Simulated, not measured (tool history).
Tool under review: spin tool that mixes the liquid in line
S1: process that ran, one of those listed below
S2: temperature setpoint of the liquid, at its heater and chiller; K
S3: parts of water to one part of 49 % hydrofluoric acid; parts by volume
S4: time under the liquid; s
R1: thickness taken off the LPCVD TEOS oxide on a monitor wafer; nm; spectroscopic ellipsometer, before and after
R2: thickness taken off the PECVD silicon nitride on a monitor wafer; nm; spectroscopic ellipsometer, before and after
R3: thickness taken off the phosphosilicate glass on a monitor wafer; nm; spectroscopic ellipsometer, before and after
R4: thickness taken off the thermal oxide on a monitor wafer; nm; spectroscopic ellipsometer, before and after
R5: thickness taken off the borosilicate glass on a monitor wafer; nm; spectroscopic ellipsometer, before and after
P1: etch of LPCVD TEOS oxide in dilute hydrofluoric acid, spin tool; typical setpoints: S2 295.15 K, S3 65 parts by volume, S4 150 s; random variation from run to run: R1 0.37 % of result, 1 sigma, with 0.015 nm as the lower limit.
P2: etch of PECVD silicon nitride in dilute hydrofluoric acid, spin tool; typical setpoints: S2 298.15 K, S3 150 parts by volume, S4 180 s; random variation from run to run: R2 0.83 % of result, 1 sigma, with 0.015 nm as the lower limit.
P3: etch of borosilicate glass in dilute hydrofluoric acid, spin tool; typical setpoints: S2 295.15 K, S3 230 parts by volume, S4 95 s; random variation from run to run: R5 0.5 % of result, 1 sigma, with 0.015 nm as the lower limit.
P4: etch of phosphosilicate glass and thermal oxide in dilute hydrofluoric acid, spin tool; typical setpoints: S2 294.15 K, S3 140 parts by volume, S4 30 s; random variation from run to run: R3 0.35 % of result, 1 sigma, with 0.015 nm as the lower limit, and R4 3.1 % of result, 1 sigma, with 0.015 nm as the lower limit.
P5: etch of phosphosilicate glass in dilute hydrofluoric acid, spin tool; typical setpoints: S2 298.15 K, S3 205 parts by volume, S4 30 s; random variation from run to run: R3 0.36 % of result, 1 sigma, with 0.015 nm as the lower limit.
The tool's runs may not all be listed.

{"run": 1, "hour": 3.0, "S1": "P1", "S2": 295.15, "S3": 65, "S4": 150, "R1": 43.457}
{"run": 2, "hour": 9.5, "S1": "P1", "S2": 291.15, "S3": 35, "S4": 150, "R1": 70.321}
{"run": 3, "hour": 13.0, "S1": "P1", "S2": 295.15, "S3": 95, "S4": 150, "R1": 28.362}
{"run": 4, "hour": 18.1, "S1": "P2", "S2": 298.15, "S3": 150, "S4": 180, "R2": 2.7659}
{"run": 5, "hour": 24.0, "S1": "P5", "S2": 303.15, "S3": 205, "S4": 30, "R3": 15.553}
{"run": 6, "hour": 28.0, "S1": "P2", "S2": 298.15, "S3": 150, "S4": 80, "R2": 1.2493}
{"run": 7, "hour": 32.5, "S1": "P1", "S2": 299.65, "S3": 65, "S4": 150, "R1": 51.713}
{"run": 8, "hour": 38.3, "S1": "P5", "S2": 298.15, "S3": 40, "S4": 30, "R3": 81.576}
{"run": 9, "hour": 42.6, "S1": "P4", "S2": 294.15, "S3": 40, "S4": 30, "R3": 111.17, "R4": 3.3783}
{"run": 10, "hour": 47.8, "S1": "P2", "S2": 290.15, "S3": 150, "S4": 180, "R2": 1.6574}
{"run": 11, "hour": 53.5, "S1": "P4", "S2": 290.15, "S3": 140, "S4": 30, "R3": 24.049, "R4": 0.74722}
{"run": 12, "hour": 59.5, "S1": "P3", "S2": 295.15, "S3": 230, "S4": 15, "R5": 1.0103}
{"run": 13, "hour": 65.1, "S1": "P1", "S2": 295.15, "S3": 65, "S4": 275, "R1": 79.105}
{"run": 14, "hour": 68.3, "S1": "P1", "S2": 295.15, "S3": 65, "S4": 150, "R1": 43.153}
{"run": 15, "hour": 75.0, "S1": "P1", "S2": 302.65, "S3": 65, "S4": 285, "R1": 109.99}
{"run": 16, "hour": 81.9, "S1": "P4", "S2": 294.15, "S3": 140, "S4": 30, "R3": 28.093, "R4": 0.84274}
{"run": 17, "hour": 87.0, "S1": "P1", "S2": 295.15, "S3": 65, "S4": 80, "R1": 22.945}
{"run": 18, "hour": 93.1, "S1": "P3", "S2": 295.15, "S3": 230, "S4": 95, "R5": 6.4707}
{"run": 19, "hour": 97.2, "S1": "P1", "S2": 295.15, "S3": 20, "S4": 150, "R1": 148.12}
{"run": 20, "hour": 101.5, "S1": "P2", "S2": 298.15, "S3": 55, "S4": 180, "R2": 7.4658}
{"run": 21, "hour": 106.0, "S1": "P1", "S2": 295.15, "S3": 25, "S4": 85, "R1": 67.097}
{"run": 22, "hour": 110.9, "S1": "P3", "S2": 295.15, "S3": 230, "S4": 95, "R5": 6.5038}
{"run": 23, "hour": 116.7, "S1": "P4", "S2": 294.15, "S3": 140, "S4": 60, "R3": 56.557, "R4": 1.6943}
{"run": 24, "hour": 122.5, "S1": "P2", "S2": 298.15, "S3": 150, "S4": 180, "R2": 2.7725}
{"run": 25, "hour": 127.1, "S1": "P5", "S2": 298.15, "S3": 205, "S4": 60, "R3": 26.249}

Run 26, settings as shown, results not yet in. Your forecast:
{"run": 26, "hour": 133.7, "S1": "P3", "S2": 295.15, "S3": 60, "S4": 95, "R5": "?"}

R5: 29.8850 nm
